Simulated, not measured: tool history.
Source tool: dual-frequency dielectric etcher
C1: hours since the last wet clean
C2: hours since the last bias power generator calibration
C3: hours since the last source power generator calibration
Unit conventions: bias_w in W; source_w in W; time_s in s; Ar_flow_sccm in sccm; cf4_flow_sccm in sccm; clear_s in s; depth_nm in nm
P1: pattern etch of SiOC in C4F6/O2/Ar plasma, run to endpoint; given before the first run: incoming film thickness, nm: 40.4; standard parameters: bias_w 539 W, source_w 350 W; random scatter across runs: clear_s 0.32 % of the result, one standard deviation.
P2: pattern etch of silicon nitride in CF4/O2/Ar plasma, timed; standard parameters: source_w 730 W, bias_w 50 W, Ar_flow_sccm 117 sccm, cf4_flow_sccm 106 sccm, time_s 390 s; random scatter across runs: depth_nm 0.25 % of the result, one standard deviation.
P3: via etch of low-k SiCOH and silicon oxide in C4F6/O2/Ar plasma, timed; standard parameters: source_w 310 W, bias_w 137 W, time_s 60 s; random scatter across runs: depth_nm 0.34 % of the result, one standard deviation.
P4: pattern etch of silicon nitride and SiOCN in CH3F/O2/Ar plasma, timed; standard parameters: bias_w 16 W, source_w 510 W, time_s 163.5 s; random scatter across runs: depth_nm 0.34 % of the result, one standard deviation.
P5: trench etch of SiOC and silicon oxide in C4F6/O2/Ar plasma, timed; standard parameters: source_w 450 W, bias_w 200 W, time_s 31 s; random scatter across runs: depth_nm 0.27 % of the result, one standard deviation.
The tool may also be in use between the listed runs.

{"run": 1, "hour": 17.4, "process": "P1", "bias_w": 539, "source_w": 350, "C1": 203.8, "C2": 3758.8, "C3": 1484.8, "clear_s": 13.986}
{"run": 2, "hour": 26.6, "process": "P1", "bias_w": 337, "source_w": 440, "C1": 213, "C2": 3768, "C3": 1494, "clear_s": 15.318}
{"run": 3, "hour": 43.5, "process": "P4", "bias_w": 16, "source_w": 330, "time_s": 163.5, "C1": 229.9, "C2": 3784.9, "C3": 1510.9, "depth_nm": 17.425}
{"run": 4, "hour": 53.2, "process": "P5", "bias_w": 200, "source_w": 450, "time_s": 31, "C1": 239.6, "C2": 3794.6, "C3": 1520.6, "depth_nm": 67.334}
{"run": 5, "hour": 69.5, "process": "P1", "bias_w": 539, "source_w": 350, "C1": 255.9, "C2": 3810.9, "C3": 1536.9, "clear_s": 14.027}
{"run": 6, "hour": 85.2, "process": "P1", "bias_w": 646, "source_w": 430, "C1": 271.6, "C2": 3826.6, "C3": 1552.6, "clear_s": 12.076}
{"run": 7, "hour": 101.9, "process": "P5", "bias_w": 200, "source_w": 620, "time_s": 31, "C1": 288.3, "C2": 3843.3, "C3": 1569.3, "depth_nm": 76.393}
{"run": 8, "hour": 112.0, "process": "P4", "bias_w": 19, "source_w": 510, "time_s": 163.5, "C1": 298.4, "C2": 3853.4, "C3": 1579.4, "depth_nm": 21.625}
{"run": 9, "hour": 130.7, "process": "P2", "bias_w": 50, "source_w": 730, "time_s": 269.5, "Ar_flow_sccm": 117, "cf4_flow_sccm": 106, "C1": 317.1, "C2": 3872.1, "C3": 1598.1, "depth_nm": 708.26}
{"run": 10, "hour": 149.5, "process": "P1", "bias_w": 539, "source_w": 350, "C1": 335.9, "C2": 3890.9, "C3": 1616.9, "clear_s": 14.019}
{"run": 11, "hour": 168.5, "process": "P1", "bias_w": 696, "source_w": 260, "C1": 354.9, "C2": 3909.9, "C3": 1635.9, "clear_s": 14.145}
{"run": 12, "hour": 180.8, "process": "P2", "bias_w": 50, "source_w": 730, "time_s": 390, "Ar_flow_sccm": 117, "cf4_flow_sccm": 64, "C1": 367.2, "C2": 3922.2, "C3": 1648.2, "depth_nm": 953.72}
{"run": 13, "hour": 194.1, "process": "P1", "bias_w": 539, "source_w": 240, "C1": 380.5, "C2": 3935.5, "C3": 1661.5, "clear_s": 15.995}
{"run": 14, "hour": 210.3, "process": "P2", "bias_w": 50, "source_w": 730, "time_s": 390, "Ar_flow_sccm": 84, "cf4_flow_sccm": 106, "C1": 396.7, "C2": 3951.7, "C3": 1677.7, "depth_nm": 1076.5}
{"run": 15, "hour": 220.4, "process": "P1", "bias_w": 539, "source_w": 350, "C1": 406.8, "C2": 3961.8, "C3": 1687.8, "clear_s": 14.025}
{"run": 16, "hour": 239.4, "process": "P2", "bias_w": 50, "source_w": 730, "time_s": 390, "Ar_flow_sccm": 117, "cf4_flow_sccm": 106, "C1": 425.8, "C2": 3980.8, "C3": 1706.8, "depth_nm": 1022}
{"run": 17, "hour": 254.7, "process": "P4", "bias_w": 16, "source_w": 510, "time_s": 163.5, "C1": 441.1, "C2": 3996.1, "C3": 1722.1, "depth_nm": 20.272}
{"run": 18, "hour": 266.1, "process": "P3", "bias_w": 188, "source_w": 310, "time_s": 60, "C1": 452.5, "C2": 4007.5, "C3": 1733.5, "depth_nm": 156.23}
{"run": 19, "hour": 276.8, "process": "P4", "bias_w": 16, "source_w": 510, "time_s": 230, "C1": 463.2, "C2": 4018.2, "C3": 1744.2, "depth_nm": 28.631}
{"run": 20, "hour": 292.5, "process": "P2", "bias_w": 34, "source_w": 730, "time_s": 390, "Ar_flow_sccm": 117, "cf4_flow_sccm": 106, "C1": 478.9, "C2": 4033.9, "C3": 1759.9, "depth_nm": 894.7}
{"run": 21, "hour": 309.2, "process": "P5", "bias_w": 200, "source_w": 450, "time_s": 24, "C1": 495.6, "C2": 4050.6, "C3": 1776.6, "depth_nm": 52.519}
{"run": 22, "hour": 327.7, "process": "P3", "bias_w": 137, "source_w": 310, "time_s": 33, "C1": 514.1, "C2": 4069.1, "C3": 1795.1, "depth_nm": 77.446}
{"run": 23, "hour": 337.1, "process": "P4", "bias_w": 16, "source_w": 510, "time_s": 163.5, "C1": 523.5, "C2": 4078.5, "C3": 1804.5, "depth_nm": 20.238}
{"run": 24, "hour": 354.1, "process": "P3", "bias_w": 137, "source_w": 310, "time_s": 60, "C1": 540.5, "C2": 4095.5, "C3": 1821.5, "depth_nm": 140.58}
{"run": 25, "hour": 373.4, "process": "P1", "bias_w": 427, "source_w": 350, "C1": 559.8, "C2": 4114.8, "C3": 1840.8, "clear_s": 15.271}
{"run": 26, "hour": 382.8, "process": "P3", "bias_w": 137, "source_w": 420, "time_s": 60, "C1": 569.2, "C2": 4124.2, "C3": 1850.2, "depth_nm": 160.29}
{"run": 27, "hour": 393.5, "process": "P1", "bias_w": 539, "source_w": 350, "C1": 579.9, "C2": 4134.9, "C3": 1860.9, "clear_s": 13.94}
{"run": 28, "hour": 403.6, "process": "P1", "bias_w": 665, "source_w": 350, "C1": 590, "C2": 4145, "C3": 1871, "clear_s": 12.9}
{"run": 29, "hour": 414.6, "process": "P1", "bias_w": 539, "source_w": 500, "C1": 601, "C2": 4156, "C3": 1882, "clear_s": 12.303}
{"run": 30, "hour": 432.7, "process": "P5", "bias_w": 138, "source_w": 450, "time_s": 31, "C1": 619.1, "C2": 4174.1, "C3": 1900.1, "depth_nm": 60.157}
{"run": 31, "hour": 444.0, "process": "P2", "bias_w": 50, "source_w": 450, "time_s": 390, "Ar_flow_sccm": 117, "cf4_flow_sccm": 106, "C1": 630.4, "C2": 4185.4, "C3": 1911.4, "depth_nm": 674.33}
{"run": 32, "hour": 455.1, "process": "P1", "bias_w": 539, "source_w": 350, "C1": 641.5, "C2": 4196.5, "C3": 1922.5, "clear_s": 14.038}
{"run": 33, "hour": 468.3, "process": "P1", "bias_w": 539, "source_w": 350, "C1": 654.7, "C2": 4209.7, "C3": 1935.7, "clear_s": 14.009}
{"run": 34, "hour": 484.5, "process": "P1", "bias_w": 539, "source_w": 350, "C1": 670.9, "C2": 4225.9, "C3": 1951.9, "clear_s": 14.045}
{"run": 35, "hour": 503.6, "process": "P1", "bias_w": 539, "source_w": 350, "C1": 690, "C2": 4245, "C3": 1971, "clear_s": 14.081}
{"run": 36, "hour": 521.6, "process": "P1", "bias_w": 539, "source_w": 350, "C1": 708, "C2": 4263, "C3": 1989, "clear_s": 14.185}
{"run": 37, "hour": 534.4, "process": "P1", "bias_w": 539, "source_w": 350, "C1": 720.8, "C2": 4275.8, "C3": 2001.8, "clear_s": 14.156}
{"hour": 538.5, "done": "wet clean of the chamber"}
{"run": 38, "hour": 544.9, "process": "P1", "bias_w": 539, "source_w": 350, "C1": 6.4, "C2": 4286.3, "C3": 2012.3, "clear_s": 14.17}
{"run": 39, "hour": 562.2, "process": "P1", "bias_w": 539, "source_w": 350, "C1": 23.7, "C2": 4303.6, "C3": 2029.6, "clear_s": 14.161}
{"run": 40, "hour": 572.4, "process": "P1", "bias_w": 539, "source_w": 350, "C1": 33.9, "C2": 4313.8, "C3": 2039.8, "clear_s": 14.192}
{"run": 41, "hour": 590.5, "process": "P1", "bias_w": 539, "source_w": 350, "C1": 52, "C2": 4331.9, "C3": 2057.9, "clear_s": 14.219}
{"run": 42, "hour": 600.7, "process": "P1", "bias_w": 539, "source_w": 350, "C1": 62.2, "C2": 4342.1, "C3": 2068.1, "clear_s": 14.238}
{"run": 43, "hour": 612.8, "process": "P1", "bias_w": 539, "source_w": 350, "C1": 74.3, "C2": 4354.2, "C3": 2080.2, "clear_s": 14.27}
{"run": 44, "hour": 626.9, "process": "P1", "bias_w": 539, "source_w": 350, "C1": 88.4, "C2": 4368.3, "C3": 2094.3, "clear_s": 14.208}

The log shows P1 creeping away from where it was. Any of the 2 causes listed here, at the size stated for it, fits the log just as well as the others:
A: bias power that arrives under what is set, % = 4.61
B: source power that arrives under what is set, % = 4.76
The gradual shift began around hour 468.3.
Why every other cause is out:
chamber walls in a state that lowers the etch rate, %: serviced at hour 538.5, after the drift had started, without restoring the earlier output

Question marks stand in for the results of the 4 check runs listed below, each run on one wafer. Under which run would the listed causes show clearly different results?
{"run": "check 1", "hour": 641.0, "process": "P3", "bias_w": 158, "source_w": 310, "time_s": 39, "depth_nm": "?"}
{"run": "check 2", "hour": 641.0, "process": "P2", "bias_w": 42, "source_w": 730, "time_s": 390, "Ar_flow_sccm": 117, "cf4_flow_sccm": 67, "depth_nm": "?"}
{"run": "check 3", "hour": 641.0, "process": "P5", "bias_w": 200, "source_w": 600, "time_s": 31, "depth_nm": "?"}
{"run": "check 4", "hour": 641.0, "process": "P4", "bias_w": 16, "source_w": 410, "time_s": 224, "depth_nm": "?"}

Check results expected under each cause:
check=check_1 result=depth_nm if_A=94.372 if_B=93.964
check=check_2 result=depth_nm if_A=882.08 if_B=860.7
check=check_3 result=depth_nm if_A=74.497 if_B=74.179
check=check_4 result=depth_nm if_A=25.231 if_B=25.279
Distance between the nearest two causes, measured in the result of the check that separates them most: check 1 0.43 %; check 2 2.45 %; check 3 0.43 %; check 4 0.19 %
Of the check runs offered, only check 2 discriminates between the causes; the rest would read about the same regardless of which cause applies.

With check 2 done, the readings were: depth_nm 881 nm. Identify which of the listed causes applies.

A is the cause: bias power that arrives under what is set, %.
